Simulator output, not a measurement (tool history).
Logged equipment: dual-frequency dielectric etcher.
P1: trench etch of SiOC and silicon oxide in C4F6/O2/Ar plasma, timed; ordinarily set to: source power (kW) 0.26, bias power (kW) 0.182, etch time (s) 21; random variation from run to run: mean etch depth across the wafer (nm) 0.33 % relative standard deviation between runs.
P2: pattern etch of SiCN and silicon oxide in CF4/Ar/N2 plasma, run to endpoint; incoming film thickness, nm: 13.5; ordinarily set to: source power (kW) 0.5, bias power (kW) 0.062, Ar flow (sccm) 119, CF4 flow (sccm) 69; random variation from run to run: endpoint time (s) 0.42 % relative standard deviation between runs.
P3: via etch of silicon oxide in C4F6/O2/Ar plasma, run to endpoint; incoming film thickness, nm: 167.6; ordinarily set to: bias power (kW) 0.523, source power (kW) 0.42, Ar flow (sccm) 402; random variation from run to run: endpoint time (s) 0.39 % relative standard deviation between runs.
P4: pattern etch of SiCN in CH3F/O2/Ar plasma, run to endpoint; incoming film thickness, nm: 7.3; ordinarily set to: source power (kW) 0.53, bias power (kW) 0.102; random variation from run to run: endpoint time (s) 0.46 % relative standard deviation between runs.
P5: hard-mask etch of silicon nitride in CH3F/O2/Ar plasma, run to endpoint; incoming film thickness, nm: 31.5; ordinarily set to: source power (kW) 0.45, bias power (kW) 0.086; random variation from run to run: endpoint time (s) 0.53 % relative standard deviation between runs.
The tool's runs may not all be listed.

run     day  process that ran  source power (kW)  bias power (kW)  etch time (s)  Ar flow (sccm)  CF4 flow (sccm)  hours since the last wet clean  hours since the last source power generator calibration  hours since the last bias power generator calibration  mean etch depth across the wafer (nm)  endpoint time (s)
  1     0.4                P1               0.26            0.182             21                                                              274                                                    642.8                                                 1466.8                                 35.671
  2   0.712                P1               0.26             0.24             21                                                            281.5                                                    650.3                                                 1474.3                                 39.264
  3   1.112                P1               0.26            0.182             21                                                            291.1                                                    659.9                                                 1483.9                                  35.79
  4   1.646                P5               0.45            0.086                                                                           303.9                                                    672.7                                                 1496.7                                                    41.216
  5   2.083                P1               0.26            0.182             21                                                            314.4                                                    683.2                                                 1507.2                                 35.816
  6   2.475                P2                0.5            0.037                            119               69                           323.8                                                    692.6                                                 1516.6                                                    18.234
  7   2.933                P1               0.26            0.182             31                                                            334.8                                                    703.6                                                 1527.6                                 52.871
  8   3.496                P3               0.42            0.523                            263                                            348.3                                                    717.1                                                 1541.1                                                    34.582
  9   4.083                P5               0.45            0.058                                                                           362.4                                                    731.2                                                 1555.2                                                    46.946
 10   4.421                P4               0.53            0.102                                                                           370.5                                                    739.3                                                 1563.3                                                    15.388
 11   4.742                P1               0.33            0.182             21                                                            378.2                                                      747                                                   1571                                 39.025
 12   5.258                P4               0.53            0.144                                                                           390.6                                                    759.4                                                 1583.4                                                    13.439
 13   5.654                P2                0.5            0.062                            119               46                           400.1                                                    768.9                                                 1592.9                                                     16.69
 14   6.092                P3               0.42             0.74                            402                                            410.6                                                    779.4                                                 1603.4                                                    31.746
 15   6.562                P5               0.37            0.086                                                                           421.9                                                    790.7                                                 1614.7                                                    44.421
 16   7.017                P1               0.26            0.182             21                                                            432.8                                                    801.6                                                 1625.6                                 35.885
 17   7.321                P1               0.18            0.145             21                                                            440.1                                                    808.9                                                 1632.9                                 28.939
 18   7.608                P1               0.26            0.126             27                                                              447                                                    815.8                                                 1639.8                                 40.917
 19   7.946                P2               0.62            0.062                            119               69                           455.1                                                    823.9                                                 1647.9                                                    12.805
 20   8.308                P4               0.53            0.102                                                                           463.8                                                    832.6                                                 1656.6                                                    15.387
 21   8.754                P5               0.45            0.086                                                                           474.5                                                    843.3                                                 1667.3                                                    41.514
 22   9.179                P2                0.5            0.062                            119               69                           484.7                                                    853.5                                                 1677.5                                                    15.639
 23   9.479                P2                0.5            0.062                            145               69                           491.9                                                    860.7                                                 1684.7                                                    16.107
 24   9.829                P3               0.28            0.523                            402                                            500.3                                                    869.1                                                 1693.1                                                    41.894
 25  10.346                P1               0.26            0.182             14                                                            512.7                                                    881.5                                                 1705.5                                 23.849
 26  10.692                P1               0.26            0.182             21                                                              521                                                    889.8                                                 1713.8                                 35.871
 27  10.958                P1               0.21            0.182             21                                                            527.4                                                    896.2                                                 1720.2                                 32.831
 28  11.433                P1               0.26            0.148             21                                                            538.8                                                    907.6                                                 1731.6                                 33.345
 29  11.817                P4               0.36            0.102                                                                             548                                                    916.8                                                 1740.8                                                    17.619
 30  12.238                P3               0.42            0.523                            402                                            558.1                                                    926.9                                                 1750.9                                                    35.916
 31  12.779                P1               0.26            0.182             21                                                            571.1                                                    939.9                                                 1763.9                                 35.705
 32  13.229                P1               0.26            0.182             21                                                            581.9                                                    950.7                                                 1774.7                                 35.373
 33  13.804                P1               0.26            0.182             21                                                            595.7                                                    964.5                                                 1788.5                                 35.312
 34  14.167                P1               0.26            0.182             21                                                            604.4                                                    973.2                                                 1797.2                                 35.269
     14.417  -- wet clean of the chamber
 35  14.442                P1               0.26            0.182             21                                                              0.7                                                    979.8                                                 1803.8                                 35.343
 36  14.717                P1               0.26            0.182             21                                                              7.3                                                    986.4                                                 1810.4                                 35.259
 37  15.254                P1               0.26            0.182             21                                                             20.2                                                    999.3                                                 1823.3                                 35.238

P1 has crept away from where it was. The log is fitted equally well by each of these 2 causes, at the sizes shown:
A: bias power that arrives under what is set, % = 4.96
B: source power that arrives under what is set, % = 4.21
The onset of the drift is placed at about day 12.779.
Each remaining cause and why it is not a fit:
chamber walls in a state that lowers the etch rate, %: serviced at day 14.417, after the change had begun; the process did not return to its earlier output

Of the 4 check runs below, each run on 2 wafers with the results averaged and each result still a question mark, which one would tell the listed causes apart?
check 1  15.792                P4               0.53            0.102                                                                                                                                                                                                                                                         ?
check 2  15.792                P5               0.45            0.086                                                                                                                                                                                                                                                         ?
check 3  15.792                P2                0.5            0.062                            119               69                                                                                                                                                                                                         ?
check 4  15.792                P3               0.42            0.523                            402                                                                                                                                                                                                                          ?

Predicted outcomes, by check and by cause:
  check             result    if A    if B
check 1  endpoint time (s)  15.595   15.55
check 2  endpoint time (s)  41.929  41.858
check 3  endpoint time (s)  15.816  16.154
check 4  endpoint time (s)  36.858   36.74
Distance between the nearest two causes, measured in the result of the check that separates them most: check 1 0.29 %; check 2 0.17 %; check 3 2.11 %; check 4 0.32 %
The causes can be told apart only by check 3. The other checks would give nearly the same results under each of them.

After running check 3, the following was obtained: endpoint time (s) 16.187. Which cause does this point to?

The correct cause is B, namely: source power that arrives under what is set, %.
